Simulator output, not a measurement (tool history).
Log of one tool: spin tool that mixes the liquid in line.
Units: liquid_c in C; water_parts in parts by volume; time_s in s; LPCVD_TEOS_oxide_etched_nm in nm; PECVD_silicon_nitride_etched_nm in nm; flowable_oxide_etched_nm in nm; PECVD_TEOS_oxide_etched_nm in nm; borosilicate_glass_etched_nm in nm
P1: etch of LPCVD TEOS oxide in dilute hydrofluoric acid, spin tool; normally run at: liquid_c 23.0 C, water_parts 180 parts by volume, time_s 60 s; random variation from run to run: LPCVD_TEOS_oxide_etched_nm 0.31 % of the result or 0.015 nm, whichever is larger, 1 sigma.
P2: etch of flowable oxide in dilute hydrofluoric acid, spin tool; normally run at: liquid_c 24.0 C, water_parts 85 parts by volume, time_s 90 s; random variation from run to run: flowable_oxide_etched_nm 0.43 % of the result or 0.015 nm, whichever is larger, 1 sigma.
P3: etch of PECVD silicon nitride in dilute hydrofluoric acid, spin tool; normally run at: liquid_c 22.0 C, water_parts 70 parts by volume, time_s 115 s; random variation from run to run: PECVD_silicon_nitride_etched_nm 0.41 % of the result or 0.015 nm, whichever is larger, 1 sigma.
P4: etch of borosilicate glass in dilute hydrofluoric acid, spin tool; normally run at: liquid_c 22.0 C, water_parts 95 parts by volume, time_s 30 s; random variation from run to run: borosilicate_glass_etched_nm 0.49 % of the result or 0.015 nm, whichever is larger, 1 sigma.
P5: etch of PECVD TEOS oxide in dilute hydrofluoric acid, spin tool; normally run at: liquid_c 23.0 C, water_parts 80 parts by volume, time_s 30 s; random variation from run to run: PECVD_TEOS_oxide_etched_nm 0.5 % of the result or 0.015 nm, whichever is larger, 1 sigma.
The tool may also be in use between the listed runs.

| run | day | process | liquid_c | water_parts | time_s | hours since the thermometer was replaced | hours since the hydrofluoric acid flow meter was replaced | LPCVD_TEOS_oxide_etched_nm | PECVD_silicon_nitride_etched_nm | flowable_oxide_etched_nm | PECVD_TEOS_oxide_etched_nm | borosilicate_glass_etched_nm |
|---|---|---|---|---|---|---|---|---|---|---|---|---|
| 1 | 0.200 | P1 | 23.0 | 180 | 60 | 80.3 | 224.9 | 13.4910 |  |  |  |  |
| 2 | 0.546 | P1 | 23.0 | 100 | 115 | 88.6 | 233.2 | 51.0310 |  |  |  |  |
| 3 | 0.975 | P1 | 23.0 | 180 | 60 | 98.9 | 243.5 | 13.4540 |  |  |  |  |
| 4 | 1.433 | P1 | 23.0 | 180 | 60 | 109.9 | 254.5 | 13.5060 |  |  |  |  |
| 5 | 1.692 | P3 | 22.0 | 70 | 115 | 116.1 | 260.7 |  | 5.2542 |  |  |  |
| 6 | 2.054 | P1 | 23.0 | 70 | 60 | 124.8 | 269.4 | 39.4470 |  |  |  |  |
| 7 | 2.483 | P1 | 23.0 | 180 | 60 | 135.1 | 279.7 | 13.5640 |  |  |  |  |
| 8 | 2.721 | P3 | 22.0 | 70 | 35 | 140.8 | 285.4 |  | 1.6157 |  |  |  |
| 9 | 3.008 | P1 | 17.5 | 180 | 60 | 147.7 | 292.3 | 10.9200 |  |  |  |  |
| 10 | 3.338 | P2 | 24.0 | 145 | 90 | 155.6 | 300.2 |  |  | 15.2960 |  |  |
| 11 | 3.542 | P5 | 23.0 | 80 | 30 | 160.5 | 305.1 |  |  |  | 6.8595 |  |
| 12 | 3.900 | P4 | 22.0 | 20 | 30 | 169.1 | 313.7 |  |  |  |  | 42.6800 |
| 13 | 4.229 | P5 | 23.0 | 45 | 30 | 177.0 | 321.6 |  |  |  | 12.7000 |  |
| 14 | 4.600 | P1 | 23.0 | 180 | 30 | 185.9 | 330.5 | 6.7629 |  |  |  |  |
| 15 | 4.900 | P1 | 29.5 | 180 | 60 | 193.1 | 337.7 | 17.0900 |  |  |  |  |
| 16 | 5.117 | P4 | 17.0 | 95 | 30 | 198.3 | 342.9 |  |  |  |  | 6.6044 |
| 17 | 5.446 | P2 | 24.0 | 85 | 90 | 206.2 | 350.8 |  |  | 27.8470 |  |  |
| 18 | 5.708 | P1 | 23.0 | 180 | 60 | 212.5 | 357.1 | 13.5350 |  |  |  |  |
| 19 | 6.046 | P1 | 23.0 | 180 | 60 | 220.6 | 365.2 | 13.4600 |  |  |  |  |
| 20 | 6.254 | P4 | 22.0 | 95 | 30 | 225.6 | 370.2 |  |  |  |  | 8.1727 |
| 21 | 6.546 | P5 | 23.0 | 80 | 30 | 232.6 | 377.2 |  |  |  | 6.8990 |  |
| 22 | 6.967 | P2 | 24.0 | 85 | 90 | 242.7 | 387.3 |  |  | 28.0370 |  |  |
| 23 | 7.271 | P3 | 30.0 | 70 | 115 | 250.0 | 394.6 |  | 8.8167 |  |  |  |
| 24 | 7.612 | P5 | 23.0 | 80 | 55 | 258.2 | 402.8 |  |  |  | 12.5580 |  |
| 25 | 8.042 | P2 | 24.0 | 85 | 15 | 268.5 | 413.1 |  |  | 4.7041 |  |  |
| 26 | 8.346 | P3 | 22.0 | 70 | 115 | 275.8 | 420.4 |  | 5.2549 |  |  |  |
| 27 | 8.625 | P3 | 22.0 | 40 | 115 | 282.5 | 427.1 |  | 9.0355 |  |  |  |
| 28 | 9.042 | P2 | 20.0 | 85 | 90 | 292.5 | 437.1 |  |  | 23.7420 |  |  |
| 29 | 9.429 | P4 | 22.0 | 95 | 30 | 301.8 | 446.4 |  |  |  |  | 8.2277 |
| 30 | 9.696 | P1 | 23.0 | 285 | 60 | 308.2 | 452.8 | 7.7007 |  |  |  |  |
| 31 | 10.092 | P5 | 17.0 | 80 | 30 | 317.7 | 462.3 |  |  |  | 5.3604 |  |
| 32 | 10.454 | P1 | 23.0 | 180 | 85 | 326.4 | 471.0 | 19.1900 |  |  |  |  |
| 33 | 10.662 | P1 | 23.0 | 180 | 60 | 331.4 | 476.0 | 13.4900 |  |  |  |  |
| 34 | 10.888 | P4 | 22.0 | 95 | 15 | 336.8 | 481.4 |  |  |  |  | 4.1027 |
| 35 | 11.100 | P1 | 23.0 | 180 | 60 | 341.9 | 486.5 | 13.4530 |  |  |  |  |
| 36 | 11.508 | P1 | 23.0 | 180 | 60 | 351.7 | 496.3 | 14.0110 |  |  |  |  |
| 37 | 11.875 | P1 | 23.0 | 180 | 60 | 360.5 | 505.1 | 14.1930 |  |  |  |  |
| 38 | 12.229 | P1 | 23.0 | 180 | 60 | 369.0 | 513.6 | 14.3480 |  |  |  |  |
| 39 | 12.542 | P1 | 23.0 | 180 | 60 | 376.5 | 521.1 | 14.3640 |  |  |  |  |
| 40 | 12.896 | P1 | 23.0 | 180 | 60 | 385.0 | 529.6 | 14.4500 |  |  |  |  |
| 41 | 13.162 | P1 | 23.0 | 180 | 60 | 391.4 | 536.0 | 14.4360 |  |  |  |  |
| 42 | 13.483 | P1 | 23.0 | 180 | 60 | 399.1 | 543.7 | 14.5490 |  |  |  |  |

What P1 gives has crept away from where it was. These 2 causes fit the log equally well, each at the size given:
A: liquid hotter than its thermometer reads (K) = 1.75
B: hydrofluoric acid flow above the setpoint (%) = 5.66
The creep began at about day 11.100.

4 check runs are offered, one wafer each, their results left as question marks. Which one tells the causes apart?
| check 1 | 13.804 | P2 | 24.0 | 85 | 90 |  |  |  |  | ? |  |  |
| check 2 | 13.804 | P5 | 23.0 | 80 | 30 |  |  |  |  |  | ? |  |
| check 3 | 13.804 | P3 | 22.0 | 70 | 115 |  |  |  | ? |  |  |  |
| check 4 | 13.804 | P4 | 22.0 | 95 | 30 |  |  |  |  |  |  | ? |

What each check would give under each cause:
| check | result | if A | if B |
|---|---|---|---|
| check 1 | flowable_oxide_etched_nm | 30.0120 | 29.7490 |
| check 2 | PECVD_TEOS_oxide_etched_nm | 7.3538 | 7.2807 |
| check 3 | PECVD_silicon_nitride_etched_nm | 5.8779 | 5.5135 |
| check 4 | borosilicate_glass_etched_nm | 8.8095 | 8.7289 |
How far apart the two closest causes lie, in the result that separates them most: check 1 0.88 %; check 2 1 %; check 3 6.4 %; check 4 0.92 %
Check 3 tells the causes apart: in the others they would give nearly the same result.

Then check 3 was run and gave: PECVD_silicon_nitride_etched_nm 5.9116 nm. Which cause is it?

It is A: liquid hotter than its thermometer reads (K).
